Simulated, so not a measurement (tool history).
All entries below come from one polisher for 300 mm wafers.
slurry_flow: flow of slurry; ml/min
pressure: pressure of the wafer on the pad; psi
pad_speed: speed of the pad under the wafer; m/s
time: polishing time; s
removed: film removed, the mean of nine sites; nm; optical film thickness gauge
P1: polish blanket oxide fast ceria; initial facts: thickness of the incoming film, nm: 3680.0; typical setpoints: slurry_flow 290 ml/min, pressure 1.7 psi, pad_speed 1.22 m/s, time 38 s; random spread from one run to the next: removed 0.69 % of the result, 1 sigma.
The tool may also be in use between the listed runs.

{"run": 1, "day": 0.512, "slurry_flow": 290, "pressure": 1.7, "pad_speed": 1.22, "time": 38, "removed": 379.13}
{"run": 2, "day": 1.292, "slurry_flow": 290, "pressure": 2.6, "pad_speed": 1.22, "time": 38, "removed": 581.69}
{"run": 3, "day": 1.892, "slurry_flow": 405, "pressure": 1.7, "pad_speed": 1.22, "time": 38, "removed": 390.08}
{"run": 4, "day": 2.508, "slurry_flow": 425, "pressure": 1.2, "pad_speed": 1.22, "time": 38, "removed": 274.36}
{"run": 5, "day": 3.008, "slurry_flow": 175, "pressure": 2.5, "pad_speed": 1.22, "time": 38, "removed": 524.61}
{"run": 6, "day": 3.767, "slurry_flow": 290, "pressure": 1.7, "pad_speed": 1.22, "time": 38, "removed": 383.14}
{"run": 7, "day": 4.225, "slurry_flow": 175, "pressure": 1.7, "pad_speed": 1.22, "time": 38, "removed": 358.13}
{"run": 8, "day": 4.883, "slurry_flow": 290, "pressure": 1.7, "pad_speed": 1.22, "time": 55, "removed": 547.73}
{"run": 9, "day": 5.438, "slurry_flow": 290, "pressure": 1.7, "pad_speed": 1.22, "time": 38, "removed": 380.86}
{"run": 10, "day": 6.079, "slurry_flow": 290, "pressure": 1.7, "pad_speed": 1.22, "time": 38, "removed": 385.18}
{"run": 11, "day": 6.425, "slurry_flow": 290, "pressure": 1.2, "pad_speed": 1.22, "time": 38, "removed": 269.4}
{"run": 12, "day": 7.212, "slurry_flow": 290, "pressure": 1.7, "pad_speed": 1.22, "time": 38, "removed": 379.87}
{"run": 13, "day": 7.633, "slurry_flow": 290, "pressure": 1.3, "pad_speed": 1.22, "time": 48, "removed": 365.9}
{"run": 14, "day": 8.033, "slurry_flow": 290, "pressure": 1.7, "pad_speed": 0.54, "time": 38, "removed": 170.12}
{"run": 15, "day": 8.479, "slurry_flow": 290, "pressure": 1.7, "pad_speed": 1.66, "time": 38, "removed": 511.66}
{"run": 16, "day": 9.15, "slurry_flow": 290, "pressure": 1.7, "pad_speed": 1.22, "time": 17, "removed": 169.01}
{"run": 17, "day": 9.9, "slurry_flow": 290, "pressure": 1.7, "pad_speed": 1.22, "time": 38, "removed": 379.19}
{"run": 18, "day": 10.4, "slurry_flow": 290, "pressure": 1.7, "pad_speed": 1.22, "time": 38, "removed": 370.67}
{"run": 19, "day": 10.908, "slurry_flow": 290, "pressure": 1.7, "pad_speed": 1.22, "time": 38, "removed": 364.97}
{"run": 20, "day": 11.646, "slurry_flow": 290, "pressure": 1.7, "pad_speed": 1.22, "time": 38, "removed": 367.18}
{"run": 21, "day": 12.254, "slurry_flow": 290, "pressure": 1.7, "pad_speed": 1.22, "time": 38, "removed": 358.77}

What does the tool deliver on the next run?
{"day": 12.683, "done": "worn pad replaced by a new one"}
{"run": 22, "day": 12.804, "slurry_flow": 290, "pressure": 1.7, "pad_speed": 1.22, "time": 38, "removed": "?"}

removed: 364.97 nm

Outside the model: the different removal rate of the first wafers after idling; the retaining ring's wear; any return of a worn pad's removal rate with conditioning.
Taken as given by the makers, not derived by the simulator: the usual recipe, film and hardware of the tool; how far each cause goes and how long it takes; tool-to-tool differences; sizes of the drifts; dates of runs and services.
